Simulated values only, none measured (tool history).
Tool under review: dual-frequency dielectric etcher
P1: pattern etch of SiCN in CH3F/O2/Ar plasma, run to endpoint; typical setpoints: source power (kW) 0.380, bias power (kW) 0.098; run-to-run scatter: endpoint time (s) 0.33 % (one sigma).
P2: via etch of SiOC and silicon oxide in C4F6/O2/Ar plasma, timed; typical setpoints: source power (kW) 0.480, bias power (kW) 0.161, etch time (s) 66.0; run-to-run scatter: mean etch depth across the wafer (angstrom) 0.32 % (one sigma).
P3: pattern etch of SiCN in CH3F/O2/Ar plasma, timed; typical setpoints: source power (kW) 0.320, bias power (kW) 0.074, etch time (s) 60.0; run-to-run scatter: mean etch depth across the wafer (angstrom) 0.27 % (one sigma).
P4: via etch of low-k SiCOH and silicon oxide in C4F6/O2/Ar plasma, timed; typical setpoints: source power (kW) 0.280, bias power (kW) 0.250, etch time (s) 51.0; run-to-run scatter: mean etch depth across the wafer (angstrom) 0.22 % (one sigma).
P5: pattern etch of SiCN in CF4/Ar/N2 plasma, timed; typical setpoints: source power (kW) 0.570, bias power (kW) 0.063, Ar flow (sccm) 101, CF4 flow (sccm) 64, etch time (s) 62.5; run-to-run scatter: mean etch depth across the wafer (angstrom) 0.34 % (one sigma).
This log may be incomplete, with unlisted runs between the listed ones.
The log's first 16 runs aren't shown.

run   hour  process that ran  source power (kW)  bias power (kW)  etch time (s)  Ar flow (sccm)  CF4 flow (sccm)  hours since the last wet clean  hours since the last source power generator calibration  hours since the last bias power generator calibration  endpoint time (s)  mean etch depth across the wafer (angstrom)
 17  230.1                P5              0.570            0.063           94.0             101               64                           582.0                                                   1386.3                                                 1193.3                                                          926.00
 18  241.4                P2              0.480            0.228           66.0                                                            593.3                                                   1397.6                                                 1204.6                                                          859.74
 19  259.6                P5              0.450            0.063           62.5             101               64                           611.5                                                   1415.8                                                 1222.8                                                          500.73
 20  278.5                P2              0.480            0.161           66.0                                                            630.4                                                   1434.7                                                 1241.7                                                          768.10
 21  295.0                P1              0.310            0.077                                                                           646.9                                                   1451.2                                                 1258.2             33.068
     305.6  -- source power generator calibrated
 22  307.1                P1              0.380            0.098                                                                           659.0                                                      1.6                                                 1270.3             28.128
 23  323.6                P3              0.320            0.074           60.0                                                            675.5                                                     18.1                                                 1286.8                                                          204.00
 24  334.8                P1              0.260            0.119                                                                           686.7                                                     29.3                                                 1298.0             29.839
 25  354.1                P3              0.320            0.097           60.0                                                            706.0                                                     48.6                                                 1317.3                                                          225.14
 26  373.0                P1              0.380            0.081                                                                           724.9                                                     67.5                                                 1336.2             30.189
 27  387.0                P5              0.570            0.063           62.5             140               64                           738.9                                                     81.5                                                 1350.2                                                          580.58
 28  398.1                P4              0.280            0.250           51.0                                                            750.0                                                     92.6                                                 1361.3                                                         1260.10
 29  411.6                P1              0.500            0.126                                                                           763.5                                                    106.1                                                 1374.8             23.055
 30  429.0                P1              0.380            0.098                                                                           780.9                                                    123.5                                                 1392.2             27.869
 31  445.4                P3              0.320            0.074           60.0                                                            797.3                                                    139.9                                                 1408.6                                                          203.49
 32  457.3                P2              0.620            0.161           66.0                                                            809.2                                                    151.8                                                 1420.5                                                          850.84
 33  471.3                P1              0.240            0.098                                                                           823.2                                                    165.8                                                 1434.5             33.106
 34  481.3                P1              0.380            0.098                                                                           833.2                                                    175.8                                                 1444.5             27.990
 35  497.2                P1              0.380            0.098                                                                           849.1                                                    191.7                                                 1460.4             28.246

Estimate the outcome of run 36 from the log above:
 36  515.6                P1              0.380            0.098                                                                           867.5                                                    210.1                                                 1478.8                  ?

Run 36 yielded endpoint time (s) 28.372.
